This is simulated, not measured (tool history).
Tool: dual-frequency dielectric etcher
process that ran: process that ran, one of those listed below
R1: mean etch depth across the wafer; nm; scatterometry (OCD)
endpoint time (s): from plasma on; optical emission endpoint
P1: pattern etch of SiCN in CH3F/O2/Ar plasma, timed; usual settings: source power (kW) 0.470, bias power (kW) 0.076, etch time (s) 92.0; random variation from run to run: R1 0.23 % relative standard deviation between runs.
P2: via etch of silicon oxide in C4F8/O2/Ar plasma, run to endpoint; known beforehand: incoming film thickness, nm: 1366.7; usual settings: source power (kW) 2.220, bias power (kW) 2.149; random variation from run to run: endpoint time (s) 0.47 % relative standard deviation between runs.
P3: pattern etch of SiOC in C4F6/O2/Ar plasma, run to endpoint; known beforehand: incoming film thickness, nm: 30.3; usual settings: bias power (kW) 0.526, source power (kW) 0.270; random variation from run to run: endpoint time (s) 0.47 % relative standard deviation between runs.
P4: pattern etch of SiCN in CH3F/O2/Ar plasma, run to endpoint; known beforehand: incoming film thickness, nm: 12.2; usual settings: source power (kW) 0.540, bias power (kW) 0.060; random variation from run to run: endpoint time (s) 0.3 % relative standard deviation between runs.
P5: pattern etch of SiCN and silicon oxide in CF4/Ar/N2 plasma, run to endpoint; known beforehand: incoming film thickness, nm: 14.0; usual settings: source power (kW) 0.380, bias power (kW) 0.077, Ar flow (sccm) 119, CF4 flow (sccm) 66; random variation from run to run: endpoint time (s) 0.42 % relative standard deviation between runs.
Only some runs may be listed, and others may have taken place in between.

Run 1, hour 8.2: process that ran P1, source power (kW) 0.470, bias power (kW) 0.076, etch time (s) 92.0. Result: R1 36.379 nm.
Run 2, hour 12.7: process that ran P2, source power (kW) 3.020, bias power (kW) 2.149. Result: endpoint time (s) 236.770.
Run 3, hour 20.3: process that ran P1, source power (kW) 0.470, bias power (kW) 0.076, etch time (s) 92.0. Result: R1 36.502 nm.
Run 4, hour 25.8: process that ran P5, source power (kW) 0.380, bias power (kW) 0.106, Ar flow (sccm) 119, CF4 flow (sccm) 66. Result: endpoint time (s) 17.358.
Run 5, hour 34.8: process that ran P1, source power (kW) 0.470, bias power (kW) 0.076, etch time (s) 131.0. Result: R1 51.879 nm.
Run 6, hour 42.7: process that ran P1, source power (kW) 0.330, bias power (kW) 0.092, etch time (s) 92.0. Result: R1 34.100 nm.
Run 7, hour 50.2: process that ran P5, source power (kW) 0.380, bias power (kW) 0.077, Ar flow (sccm) 146, CF4 flow (sccm) 66. Result: endpoint time (s) 20.171.
Run 8, hour 55.3: process that ran P1, source power (kW) 0.470, bias power (kW) 0.076, etch time (s) 92.0. Result: R1 36.418 nm.
Run 9, hour 64.3: process that ran P5, source power (kW) 0.280, bias power (kW) 0.077, Ar flow (sccm) 119, CF4 flow (sccm) 66. Result: endpoint time (s) 25.290.
Run 10, hour 72.4: process that ran P2, source power (kW) 2.220, bias power (kW) 2.149. Result: endpoint time (s) 268.410.
Run 11, hour 80.9: process that ran P3, source power (kW) 0.270, bias power (kW) 0.426. Result: endpoint time (s) 12.416.
Run 12, hour 85.5: process that ran P3, source power (kW) 0.270, bias power (kW) 0.526. Result: endpoint time (s) 11.573.
Run 13, hour 91.9: process that ran P4, source power (kW) 0.540, bias power (kW) 0.040. Result: endpoint time (s) 34.742.
Run 14, hour 97.1: process that ran P4, source power (kW) 0.680, bias power (kW) 0.060. Result: endpoint time (s) 28.093.
Run 15, hour 103.9: process that ran P1, source power (kW) 0.470, bias power (kW) 0.076, etch time (s) 92.0. Result: R1 36.413 nm.
Run 16, hour 111.5: process that ran P1, source power (kW) 0.470, bias power (kW) 0.076, etch time (s) 92.0. Result: R1 36.423 nm.
Run 17, hour 118.1: process that ran P1, source power (kW) 0.470, bias power (kW) 0.052, etch time (s) 92.0. Result: R1 31.972 nm.
Run 18, hour 127.5: process that ran P5, source power (kW) 0.380, bias power (kW) 0.077, Ar flow (sccm) 119, CF4 flow (sccm) 83. Result: endpoint time (s) 18.944.
Run 19, hour 137.0: process that ran P1, source power (kW) 0.470, bias power (kW) 0.076, etch time (s) 50.5. Result: R1 19.929 nm.
Run 20, hour 144.8: process that ran P1, source power (kW) 0.470, bias power (kW) 0.076, etch time (s) 92.0. Result: R1 36.494 nm.
Run 21, hour 149.1: process that ran P5, source power (kW) 0.380, bias power (kW) 0.077, Ar flow (sccm) 119, CF4 flow (sccm) 66. Result: endpoint time (s) 19.513.
Run 22, hour 154.0: process that ran P1, source power (kW) 0.470, bias power (kW) 0.090, etch time (s) 92.0. Result: R1 38.809 nm.
Run 23, hour 161.6: process that ran P4, source power (kW) 0.540, bias power (kW) 0.060. Result: endpoint time (s) 30.663.
Run 24, hour 170.6: process that ran P2, source power (kW) 2.220, bias power (kW) 2.536. Result: endpoint time (s) 253.860.
Run 25, hour 179.7: process that ran P1, source power (kW) 0.270, bias power (kW) 0.076, etch time (s) 92.0. Result: R1 29.530 nm.
Run 26, hour 187.5: process that ran P5, source power (kW) 0.380, bias power (kW) 0.077, Ar flow (sccm) 119, CF4 flow (sccm) 66. Result: endpoint time (s) 19.697.
Run 27, hour 194.5: process that ran P1, source power (kW) 0.590, bias power (kW) 0.076, etch time (s) 92.0. Result: R1 39.765 nm.
Run 28, hour 202.3: process that ran P3, source power (kW) 0.350, bias power (kW) 0.526. Result: endpoint time (s) 10.488.
Run 29, hour 210.6: process that ran P1, source power (kW) 0.470, bias power (kW) 0.076, etch time (s) 92.0. Result: R1 36.445 nm.
Run 30, hour 219.5: process that ran P1, source power (kW) 0.470, bias power (kW) 0.076, etch time (s) 92.0. Result: R1 36.362 nm.
Run 31, hour 226.5: process that ran P1, source power (kW) 0.470, bias power (kW) 0.076, etch time (s) 92.0. Result: R1 36.733 nm.
Run 32, hour 235.1: process that ran P1, source power (kW) 0.470, bias power (kW) 0.076, etch time (s) 92.0. Result: R1 36.778 nm.
Run 33, hour 241.3: process that ran P1, source power (kW) 0.470, bias power (kW) 0.076, etch time (s) 92.0. Result: R1 36.905 nm.
Run 34, hour 250.5: process that ran P1, source power (kW) 0.470, bias power (kW) 0.076, etch time (s) 92.0. Result: R1 37.085 nm.
Run 35, hour 255.9: process that ran P1, source power (kW) 0.470, bias power (kW) 0.076, etch time (s) 92.0. Result: R1 37.028 nm.
At hour 256.7: wet clean of the chamber.
Run 36, hour 262.4: process that ran P1, source power (kW) 0.470, bias power (kW) 0.076, etch time (s) 92.0. Result: R1 37.001 nm.
Run 37, hour 268.7: process that ran P1, source power (kW) 0.470, bias power (kW) 0.076, etch time (s) 92.0. Result: R1 37.034 nm.
Run 38, hour 276.8: process that ran P1, source power (kW) 0.470, bias power (kW) 0.076, etch time (s) 92.0. Result: R1 37.158 nm.
Run 39, hour 282.0: process that ran P1, source power (kW) 0.470, bias power (kW) 0.076, etch time (s) 92.0. Result: R1 37.256 nm.

What P1 gives has crept off from where it sat before. The 2 causes that follow fit the log equally well, each at the size noted:
A: source power that arrives over what is set, % = 4.42
B: bias power that arrives over what is set, % = 4.69
The process output started creeping at around hour 219.5.
All other causes, with the reason each is excluded:
chamber walls in a state that raises the etch rate, %: serviced at hour 256.7, after the change had begun; the process did not return to its earlier output

Below are 4 check runs, each averaged over 2 wafers, with their results shown as question marks. Which of them would give clearly different results depending on which cause is behind the drift?
Run check 1, hour 287.2: process that ran P2, source power (kW) 2.220, bias power (kW) 2.149. Result: endpoint time (s) ?.
Run check 2, hour 287.2: process that ran P4, source power (kW) 0.540, bias power (kW) 0.060. Result: endpoint time (s) ?.
Run check 3, hour 287.2: process that ran P5, source power (kW) 0.380, bias power (kW) 0.077, Ar flow (sccm) 119, CF4 flow (sccm) 66. Result: endpoint time (s) ?.
Run check 4, hour 287.2: process that ran P3, source power (kW) 0.270, bias power (kW) 0.526. Result: endpoint time (s) ?.

How each check would come out, cause by cause:
  check             result     if A     if B
check 1  endpoint time (s)  262.590  263.630
check 2  endpoint time (s)   30.131   30.172
check 3  endpoint time (s)   18.808   19.214
check 4  endpoint time (s)   11.352   11.332
Distance between the nearest two causes, measured in the result of the check that separates them most: check 1 0.4 %; check 2 0.14 %; check 3 2.14 %; check 4 0.18 %
Check 3 is the one run that separates the causes; every other check would come out nearly the same whichever cause is at work.

With check 3 done, the readings were: endpoint time (s) 19.246. Identify which of the listed causes applies.

Of the candidate causes, it is B: bias power that arrives over what is set, %.
